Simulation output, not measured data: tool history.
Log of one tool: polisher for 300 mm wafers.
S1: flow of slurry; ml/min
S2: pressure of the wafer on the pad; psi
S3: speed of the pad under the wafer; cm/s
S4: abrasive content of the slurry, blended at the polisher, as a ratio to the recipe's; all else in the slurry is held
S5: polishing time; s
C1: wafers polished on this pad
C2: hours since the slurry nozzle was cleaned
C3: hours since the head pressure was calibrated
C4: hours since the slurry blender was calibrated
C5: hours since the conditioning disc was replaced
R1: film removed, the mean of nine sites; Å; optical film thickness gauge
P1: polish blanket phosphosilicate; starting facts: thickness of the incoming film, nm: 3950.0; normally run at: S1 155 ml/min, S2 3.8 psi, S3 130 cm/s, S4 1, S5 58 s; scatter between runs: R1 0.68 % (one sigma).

| run | hour | S1 | S2 | S3 | S4 | S5 | C1 | C2 | C3 | C4 | C5 | R1 |
|---|---|---|---|---|---|---|---|---|---|---|---|---|
| 1 | 4.5 | 155 | 3.8 | 130 | 1 | 58 | 180 | 63.2 | 258.2 | 127.5 | 277.1 | 8039.3 |
| 2 | 8.9 | 155 | 3.8 | 130 | 1 | 85 | 206 | 67.6 | 262.6 | 131.9 | 281.5 | 11677 |
| 3 | 16.3 | 155 | 3.8 | 130 | 1 | 58 | 250 | 75 | 270 | 139.3 | 288.9 | 7981.3 |
| 4 | 21.5 | 210 | 3.8 | 130 | 1 | 58 | 281 | 80.2 | 275.2 | 144.5 | 294.1 | 8240.6 |
| 5 | 29.4 | 155 | 3.8 | 130 | 1 | 58 | 328 | 88.1 | 283.1 | 152.4 | 302 | 8027.9 |
| 6 | 37 | 155 | 2.4 | 130 | 1 | 58 | 374 | 95.7 | 290.7 | 160 | 309.6 | 5095.7 |
| 7 | 44.9 | 155 | 5 | 130 | 0.75 | 58 | 421 | 103.6 | 298.6 | 167.9 | 317.5 | 9078.8 |
| 8 | 49.8 | 155 | 3.8 | 188 | 1 | 58 | 450 | 108.5 | 303.5 | 172.8 | 322.4 | 10714 |
| 9 | 54.4 | 155 | 3.8 | 130 | 1.4 | 58 | 478 | 113.1 | 308.1 | 177.4 | 327 | 9112.8 |
| 10 | 61.9 | 155 | 3.8 | 92 | 1 | 58 | 523 | 120.6 | 315.6 | 184.9 | 334.5 | 6082.7 |
| 11 | 69.4 | 155 | 3.8 | 130 | 1 | 58 | 567 | 128.1 | 323.1 | 192.4 | 342 | 8002.3 |
| 12 | 75.2 | 155 | 5.5 | 130 | 1 | 58 | 602 | 133.9 | 328.9 | 198.2 | 347.8 | 11498 |
| 13 | 78.7 | 155 | 3.8 | 130 | 1 | 26 | 623 | 137.4 | 332.4 | 201.7 | 351.3 | 3572.5 |
|  | 79.1 | slurry blender recalibrated |
| 14 | 85.2 | 155 | 3.8 | 130 | 1 | 58 | 662 | 143.9 | 338.9 | 6.1 | 357.8 | 8010.8 |
| 15 | 90.4 | 155 | 3.8 | 130 | 0.55 | 58 | 693 | 149.1 | 344.1 | 11.3 | 363 | 5785 |
| 16 | 94.3 | 95 | 3.8 | 130 | 1 | 58 | 716 | 153 | 348 | 15.2 | 366.9 | 7221.4 |
| 17 | 99.4 | 110 | 3.8 | 130 | 1 | 76 | 747 | 158.1 | 353.1 | 20.3 | 372 | 9775.1 |
| 18 | 102.9 | 155 | 3.8 | 130 | 1 | 58 | 767 | 161.6 | 356.6 | 23.8 | 375.5 | 8002.7 |
| 19 | 108.8 | 155 | 3.8 | 130 | 1 | 58 | 803 | 167.5 | 362.5 | 29.7 | 381.4 | 7710.8 |
| 20 | 112.7 | 155 | 3.8 | 130 | 1 | 58 | 826 | 171.4 | 366.4 | 33.6 | 385.3 | 7678.2 |
| 21 | 117.5 | 155 | 3.8 | 130 | 1 | 58 | 855 | 176.2 | 371.2 | 38.4 | 390.1 | 7402.9 |
| 22 | 122.6 | 155 | 3.8 | 130 | 1 | 58 | 885 | 181.3 | 376.3 | 43.5 | 395.2 | 7337.9 |
|  | 123.9 | conditioning disc replaced and pad reconditioned |
|  | 124.6 | worn pad replaced by a new one |
| 23 | 126.7 | 155 | 3.8 | 130 | 1 | 58 | 13 | 185.4 | 380.4 | 47.6 | 2.8 | 7267.2 |
|  | 131.1 | slurry nozzle cleaned |
| 24 | 132.3 | 155 | 3.8 | 130 | 1 | 58 | 46 | 1.2 | 386 | 53.2 | 8.4 | 7294.1 |
| 25 | 137.5 | 155 | 3.8 | 130 | 1 | 58 | 77 | 6.4 | 391.2 | 58.4 | 13.6 | 7217.8 |
| 26 | 142.9 | 155 | 3.8 | 130 | 1 | 58 | 109 | 11.8 | 396.6 | 63.8 | 19 | 7192.7 |
| 27 | 146.8 | 155 | 3.8 | 130 | 1 | 58 | 133 | 15.7 | 400.5 | 67.7 | 22.9 | 7260 |
| 28 | 153.4 | 155 | 3.8 | 130 | 1 | 58 | 172 | 22.3 | 407.1 | 74.3 | 29.5 | 7178 |
| 29 | 159.7 | 155 | 3.8 | 130 | 1 | 58 | 210 | 28.6 | 413.4 | 80.6 | 35.8 | 7197.1 |

P1 no longer gives what it gave before; its output has crept away from where it was. The following 2 causes, each at its listed size, fit the log equally well:
A: abrasive missing from the slurry, % = 19.7
B: head's pressure below its setpoint, % = 10
At approximately hour 102.9, the process output began to creep.
What rules out each remaining cause:
removal rate lost through wear of the pad, %: work on it at hour 124.6, done after the drift set in, did not restore what the process gave before
slurry flow missing at the pad, %: work on it at hour 131.1, done after the drift set in, did not restore what the process gave before
time polished since the conditioner stopped cutting, s: work on it at hour 123.9, done after the drift set in, did not restore what the process gave before

You are offered 4 check runs, listed below with question marks in place of their results; each one averages 5 wafers. Which run separates the listed causes by giving clearly different results for each?
| check 1 | 166 | 155 | 3.8 | 130 | 0.65 | 58 |  |  |  |  |  | ? |
| check 2 | 166 | 95 | 5.4 | 130 | 1 | 58 |  |  |  |  |  | ? |
| check 3 | 166 | 155 | 2.5 | 130 | 1 | 58 |  |  |  |  |  | ? |
| check 4 | 166 | 95 | 3.8 | 130 | 1 | 28 |  |  |  |  |  | ? |

Expected result of each check under each candidate cause:
| check | result | if A | if B |
|---|---|---|---|
| check 1 | R1 | 5622 | 5757.2 |
| check 2 | R1 | 9177.9 | 9181.2 |
| check 3 | R1 | 4712.9 | 4714.6 |
| check 4 | R1 | 3117.9 | 3119 |
Per check, the gap between the least separated pair of causes, taken in the result that splits them most: check 1 2.38 %; check 2 0.04 %; check 3 0.04 %; check 4 0.04 %
Check 1 is the one run that separates the causes; every other check would come out nearly the same whichever cause is at work.

Here is what check 1 returned: R1 5624.1 Å. Which cause is it?

It was cause A: abrasive missing from the slurry, %.
